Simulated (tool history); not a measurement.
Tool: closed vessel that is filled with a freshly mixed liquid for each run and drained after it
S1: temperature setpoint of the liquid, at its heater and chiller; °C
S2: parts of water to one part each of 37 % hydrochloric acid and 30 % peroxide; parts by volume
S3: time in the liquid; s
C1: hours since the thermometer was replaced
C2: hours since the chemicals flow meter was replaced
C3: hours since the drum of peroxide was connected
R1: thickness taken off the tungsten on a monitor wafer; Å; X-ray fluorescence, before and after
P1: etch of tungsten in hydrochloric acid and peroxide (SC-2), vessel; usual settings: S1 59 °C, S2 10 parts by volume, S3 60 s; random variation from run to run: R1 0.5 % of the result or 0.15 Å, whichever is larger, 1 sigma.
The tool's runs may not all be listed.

run 1 day=0.258 | S1=59 S2=10 S3=60 | C1=542 C2=89.2 C3=418.2 | R1=245.19
run 2 day=0.504 | S1=59 S2=10 S3=120 | C1=547.9 C2=95.1 C3=424.1 | R1=487.27
run 3 day=0.704 | S1=68.5 S2=4 S3=60 | C1=552.7 C2=99.9 C3=428.9 | R1=873.04
run 4 day=0.979 | S1=59 S2=18 S3=60 | C1=559.3 C2=106.5 C3=435.5 | R1=144.96
run 5 day=1.354 | S1=72 S2=10 S3=60 | C1=568.3 C2=115.5 C3=444.5 | R1=536.78
-- day=1.362 chemicals flow meter replaced
run 6 day=1.692 | S1=59 S2=10 S3=60 | C1=576.4 C2=8 C3=452.6 | R1=243.78
run 7 day=1.912 | S1=59 S2=10 S3=30 | C1=581.7 C2=13.3 C3=457.9 | R1=122.49
run 8 day=2.212 | S1=59 S2=10 S3=60 | C1=588.9 C2=20.5 C3=465.1 | R1=243.17
run 9 day=2.458 | S1=71 S2=4 S3=60 | C1=594.8 C2=26.4 C3=471 | R1=1018.8
run 10 day=2.692 | S1=59 S2=10 S3=60 | C1=600.4 C2=32 C3=476.6 | R1=243.62
run 11 day=3.117 | S1=69.5 S2=17 S3=60 | C1=610.6 C2=42.2 C3=486.8 | R1=291.23
run 12 day=3.358 | S1=44.5 S2=10 S3=60 | C1=616.4 C2=48 C3=492.6 | R1=93.745
run 13 day=3.717 | S1=59 S2=10 S3=60 | C1=625 C2=56.6 C3=501.2 | R1=243.89
run 14 day=4.129 | S1=59 S2=10 S3=60 | C1=634.9 C2=66.5 C3=511.1 | R1=245.39
run 15 day=4.358 | S1=59 S2=4 S3=60 | C1=640.4 C2=72 C3=516.6 | R1=487.05
run 16 day=4.738 | S1=59 S2=10 S3=60 | C1=649.5 C2=81.1 C3=525.7 | R1=244.31
run 17 day=5.15 | S1=59 S2=10 S3=60 | C1=659.4 C2=91 C3=535.6 | R1=243.74
run 18 day=5.529 | S1=59 S2=10 S3=60 | C1=668.5 C2=100.1 C3=544.7 | R1=233.29
run 19 day=5.875 | S1=59 S2=10 S3=60 | C1=676.8 C2=108.4 C3=553 | R1=226
run 20 day=6.067 | S1=59 S2=10 S3=60 | C1=681.4 C2=113 C3=557.6 | R1=224.73
run 21 day=6.433 | S1=59 S2=10 S3=60 | C1=690.2 C2=121.8 C3=566.4 | R1=221.27
-- day=6.492 new drum of peroxide connected
run 22 day=6.838 | S1=59 S2=10 S3=60 | C1=699.9 C2=131.5 C3=8.3 | R1=218.11
run 23 day=7.05 | S1=59 S2=10 S3=60 | C1=705 C2=136.6 C3=13.4 | R1=221.31
run 24 day=7.271 | S1=59 S2=10 S3=60 | C1=710.3 C2=141.9 C3=18.7 | R1=220.97
run 25 day=7.5 | S1=59 S2=10 S3=60 | C1=715.8 C2=147.4 C3=24.2 | R1=218.97

What P1 gives has crept away from where it was. These 2 causes fit the log equally well, each at the size given:
A: chemicals flow below the setpoint (%) = 11.7
B: liquid colder than its thermometer reads (K) = 1.65
The creep began at about day 5.15.
Why every other cause is out:
peroxide weaker than its label (%): serviced at day 6.492, which brought nothing back

4 check runs are offered, each on 2 wafers whose results are averaged, their results left as question marks. Which one tells the causes apart?
run check 1 day=7.729 | S1=48 S2=10 S3=85 | R1=?
run check 2 day=7.729 | S1=71.5 S2=10 S3=30 | R1=?
run check 3 day=7.729 | S1=49.5 S2=4 S3=60 | R1=?
run check 4 day=7.729 | S1=72 S2=10 S3=30 | R1=?

What each check would give under each cause:
check=check_1 result=R1 if_A=152.06 if_B=150.97
check=check_2 result=R1 if_A=235.36 if_B=237.15
check=check_3 result=R1 if_A=242.26 if_B=235.98
check=check_4 result=R1 if_A=242.35 if_B=244.26
How far apart the two closest causes lie, in the result that separates them most: check 1 0.72 %; check 2 0.76 %; check 3 2.63 %; check 4 0.78 %
Check 3 tells the causes apart: in the others they would give nearly the same result.

Then check 3 was run and gave: R1 242.22 Å. Which cause is it?

It is A: chemicals flow below the setpoint (%).

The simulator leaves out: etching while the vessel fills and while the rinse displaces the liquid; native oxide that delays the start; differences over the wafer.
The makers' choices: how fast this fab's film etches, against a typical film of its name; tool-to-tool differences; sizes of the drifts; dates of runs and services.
